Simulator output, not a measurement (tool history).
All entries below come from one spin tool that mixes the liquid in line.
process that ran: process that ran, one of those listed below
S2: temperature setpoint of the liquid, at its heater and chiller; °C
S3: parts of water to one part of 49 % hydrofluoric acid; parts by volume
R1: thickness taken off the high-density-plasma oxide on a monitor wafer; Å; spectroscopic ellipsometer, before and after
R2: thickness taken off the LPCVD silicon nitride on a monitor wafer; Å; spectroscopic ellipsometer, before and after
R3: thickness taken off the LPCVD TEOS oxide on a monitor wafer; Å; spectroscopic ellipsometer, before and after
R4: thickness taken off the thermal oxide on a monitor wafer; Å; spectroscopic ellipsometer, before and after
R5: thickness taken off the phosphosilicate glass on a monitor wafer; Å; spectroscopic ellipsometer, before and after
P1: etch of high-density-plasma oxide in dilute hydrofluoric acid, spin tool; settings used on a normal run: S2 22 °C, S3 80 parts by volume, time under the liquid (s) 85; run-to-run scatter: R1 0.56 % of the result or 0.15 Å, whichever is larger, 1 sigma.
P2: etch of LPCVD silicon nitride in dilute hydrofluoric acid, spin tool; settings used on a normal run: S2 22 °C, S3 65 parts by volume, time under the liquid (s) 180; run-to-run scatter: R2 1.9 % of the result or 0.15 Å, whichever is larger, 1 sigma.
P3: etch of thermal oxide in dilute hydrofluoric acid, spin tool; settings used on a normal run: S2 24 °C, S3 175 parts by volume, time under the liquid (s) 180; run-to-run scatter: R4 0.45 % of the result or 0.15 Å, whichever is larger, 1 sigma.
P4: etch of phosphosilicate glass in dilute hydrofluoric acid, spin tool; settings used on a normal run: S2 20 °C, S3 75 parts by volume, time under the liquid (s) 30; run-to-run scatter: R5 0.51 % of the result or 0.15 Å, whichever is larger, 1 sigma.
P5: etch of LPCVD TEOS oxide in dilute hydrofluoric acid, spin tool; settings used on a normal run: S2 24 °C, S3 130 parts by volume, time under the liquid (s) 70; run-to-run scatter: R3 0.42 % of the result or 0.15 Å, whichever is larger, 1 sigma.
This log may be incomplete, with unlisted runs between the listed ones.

Run 1, hour 15.7: process that ran P1, S2 22 °C, S3 80 parts by volume, time under the liquid (s) 85. Result: R1 49.582 Å.
Run 2, hour 28.6: process that ran P2, S2 22 °C, S3 65 parts by volume, time under the liquid (s) 180. Result: R2 12.662 Å.
Run 3, hour 38.7: process that ran P1, S2 22 °C, S3 80 parts by volume, time under the liquid (s) 85. Result: R1 50.139 Å.
Run 4, hour 55.7: process that ran P5, S2 24 °C, S3 130 parts by volume, time under the liquid (s) 135. Result: R3 338.88 Å.
Run 5, hour 67.9: process that ran P3, S2 28.5 °C, S3 175 parts by volume, time under the liquid (s) 180. Result: R4 52.794 Å.
Run 6, hour 80.3: process that ran P1, S2 22 °C, S3 80 parts by volume, time under the liquid (s) 85. Result: R1 50.595 Å.
Run 7, hour 90.4: process that ran P1, S2 22 °C, S3 80 parts by volume, time under the liquid (s) 85. Result: R1 50.361 Å.
Run 8, hour 107.3: process that ran P2, S2 22 °C, S3 65 parts by volume, time under the liquid (s) 350. Result: R2 25.283 Å.
Run 9, hour 115.2: process that ran P1, S2 22 °C, S3 25 parts by volume, time under the liquid (s) 85. Result: R1 174.43 Å.
Run 10, hour 123: process that ran P3, S2 24 °C, S3 175 parts by volume, time under the liquid (s) 180. Result: R4 44.976 Å.
At hour 125.2: thermometer replaced.
Run 11, hour 141: process that ran P1, S2 22 °C, S3 80 parts by volume, time under the liquid (s) 85. Result: R1 49.654 Å.
Run 12, hour 150.1: process that ran P2, S2 22 °C, S3 65 parts by volume, time under the liquid (s) 180. Result: R2 12.83 Å.
Run 13, hour 158.2: process that ran P1, S2 28.5 °C, S3 80 parts by volume, time under the liquid (s) 85. Result: R1 65.187 Å.
Run 14, hour 172.1: process that ran P3, S2 24 °C, S3 105 parts by volume, time under the liquid (s) 180. Result: R4 80.228 Å.
Run 15, hour 186.7: process that ran P1, S2 22 °C, S3 80 parts by volume, time under the liquid (s) 85. Result: R1 50.225 Å.
Run 16, hour 203.4: process that ran P1, S2 29.5 °C, S3 140 parts by volume, time under the liquid (s) 85. Result: R1 35.283 Å.
Run 17, hour 211.8: process that ran P4, S2 28 °C, S3 75 parts by volume, time under the liquid (s) 30. Result: R5 864.66 Å.
Run 18, hour 221.2: process that ran P1, S2 25.5 °C, S3 110 parts by volume, time under the liquid (s) 85. Result: R1 40.414 Å.
Run 19, hour 231.5: process that ran P3, S2 24 °C, S3 175 parts by volume, time under the liquid (s) 20. Result: R4 5.0492 Å.
Run 20, hour 244.7: process that ran P1, S2 22 °C, S3 80 parts by volume, time under the liquid (s) 25. Result: R1 15.065 Å.
At hour 252.6: hydrofluoric acid flow meter replaced.
Run 21, hour 258: process that ran P5, S2 17 °C, S3 130 parts by volume, time under the liquid (s) 70. Result: R3 133.59 Å.
Run 22, hour 265.8: process that ran P2, S2 22 °C, S3 20 parts by volume, time under the liquid (s) 180. Result: R2 41.549 Å.
Run 23, hour 274.2: process that ran P1, S2 22 °C, S3 80 parts by volume, time under the liquid (s) 85. Result: R1 50.599 Å.
Run 24, hour 291.5: process that ran P4, S2 20 °C, S3 75 parts by volume, time under the liquid (s) 50. Result: R5 1052.5 Å.
Run 25, hour 300.1: process that ran P1, S2 22 °C, S3 115 parts by volume, time under the liquid (s) 85. Result: R1 33.345 Å.
Run 26, hour 313.8: process that ran P4, S2 20 °C, S3 75 parts by volume, time under the liquid (s) 30. Result: R5 625.9 Å.
Run 27, hour 331.3: process that ran P5, S2 24 °C, S3 60 parts by volume, time under the liquid (s) 70. Result: R3 415.69 Å.
Run 28, hour 348.2: process that ran P4, S2 20 °C, S3 110 parts by volume, time under the liquid (s) 30. Result: R5 409.85 Å.
Run 29, hour 363.1: process that ran P1, S2 19 °C, S3 80 parts by volume, time under the liquid (s) 160. Result: R1 83.477 Å.
Run 30, hour 376.4: process that ran P5, S2 24 °C, S3 130 parts by volume, time under the liquid (s) 70. Result: R3 177.34 Å.
Run 31, hour 384.6: process that ran P1, S2 17 °C, S3 80 parts by volume, time under the liquid (s) 85. Result: R1 40.926 Å.
Run 32, hour 399.6: process that ran P1, S2 22 °C, S3 80 parts by volume, time under the liquid (s) 145. Result: R1 85.643 Å.
Run 33, hour 411.6: process that ran P2, S2 27 °C, S3 65 parts by volume, time under the liquid (s) 180. Result: R2 18.53 Å.
Run 34, hour 428.8: process that ran P5, S2 24 °C, S3 130 parts by volume, time under the liquid (s) 70. Result: R3 174.71 Å.
Run 35, hour 445.7: process that ran P1, S2 22 °C, S3 80 parts by volume, time under the liquid (s) 85. Result: R1 49.656 Å.
Run 36, hour 457.3: process that ran P1, S2 22 °C, S3 80 parts by volume, time under the liquid (s) 85. Result: R1 51.588 Å.
Run 37, hour 474.6: process that ran P1, S2 22 °C, S3 80 parts by volume, time under the liquid (s) 85. Result: R1 53.323 Å.
Run 38, hour 482.5: process that ran P1, S2 22 °C, S3 80 parts by volume, time under the liquid (s) 85. Result: R1 53.781 Å.
Run 39, hour 496.8: process that ran P1, S2 22 °C, S3 80 parts by volume, time under the liquid (s) 85. Result: R1 54.338 Å.
Run 40, hour 504.9: process that ran P1, S2 22 °C, S3 80 parts by volume, time under the liquid (s) 85. Result: R1 54.069 Å.
Run 41, hour 517.3: process that ran P1, S2 22 °C, S3 80 parts by volume, time under the liquid (s) 85. Result: R1 54.587 Å.
Run 42, hour 532.5: process that ran P1, S2 22 °C, S3 80 parts by volume, time under the liquid (s) 85. Result: R1 55.095 Å.
Run 43, hour 546.5: process that ran P1, S2 22 °C, S3 80 parts by volume, time under the liquid (s) 85. Result: R1 54.489 Å.
Run 44, hour 555.4: process that ran P1, S2 22 °C, S3 80 parts by volume, time under the liquid (s) 85. Result: R1 55.498 Å.

What P1 gives has crept off from where it sat before. The 2 causes that follow fit the log equally well, each at the size noted:
A: liquid hotter than its thermometer reads (K) = 2.25
B: hydrofluoric acid flow above the setpoint (%) = 8.66
The process output started creeping at around hour 445.7.

Each of the check runs listed below is run on 5 wafers and reports their average, with the results left as question marks. Pick the one under which the possible causes would lead to clearly different results.
Run check 1, hour 564.3: process that ran P4, S2 26.5 °C, S3 75 parts by volume, time under the liquid (s) 30. Result: R5 ?.
Run check 2, hour 564.3: process that ran P3, S2 24 °C, S3 115 parts by volume, time under the liquid (s) 40. Result: R4 ?.
Run check 3, hour 564.3: process that ran P2, S2 22 °C, S3 65 parts by volume, time under the liquid (s) 330. Result: R2 ?.
Run check 4, hour 564.3: process that ran P5, S2 17.5 °C, S3 130 parts by volume, time under the liquid (s) 70. Result: R3 ?.

Outcome of each check run for each possible cause:
  check  result    if A    if B
check 1      R5  891.53  894.39
check 2      R4  17.705  17.828
check 3      R2  27.842  25.949
check 4      R3  148.49  148.74
How far apart the two closest causes lie, in the result that separates them most: check 1 0.32 %; check 2 0.69 %; check 3 7.04 %; check 4 0.17 %
Only in check 3 would the causes give clearly different results; in the remaining checks their results would be nearly the same.

After running check 3, the following was obtained: R2 27.645 Å. Which cause does this point to?

It is A: liquid hotter than its thermometer reads (K).
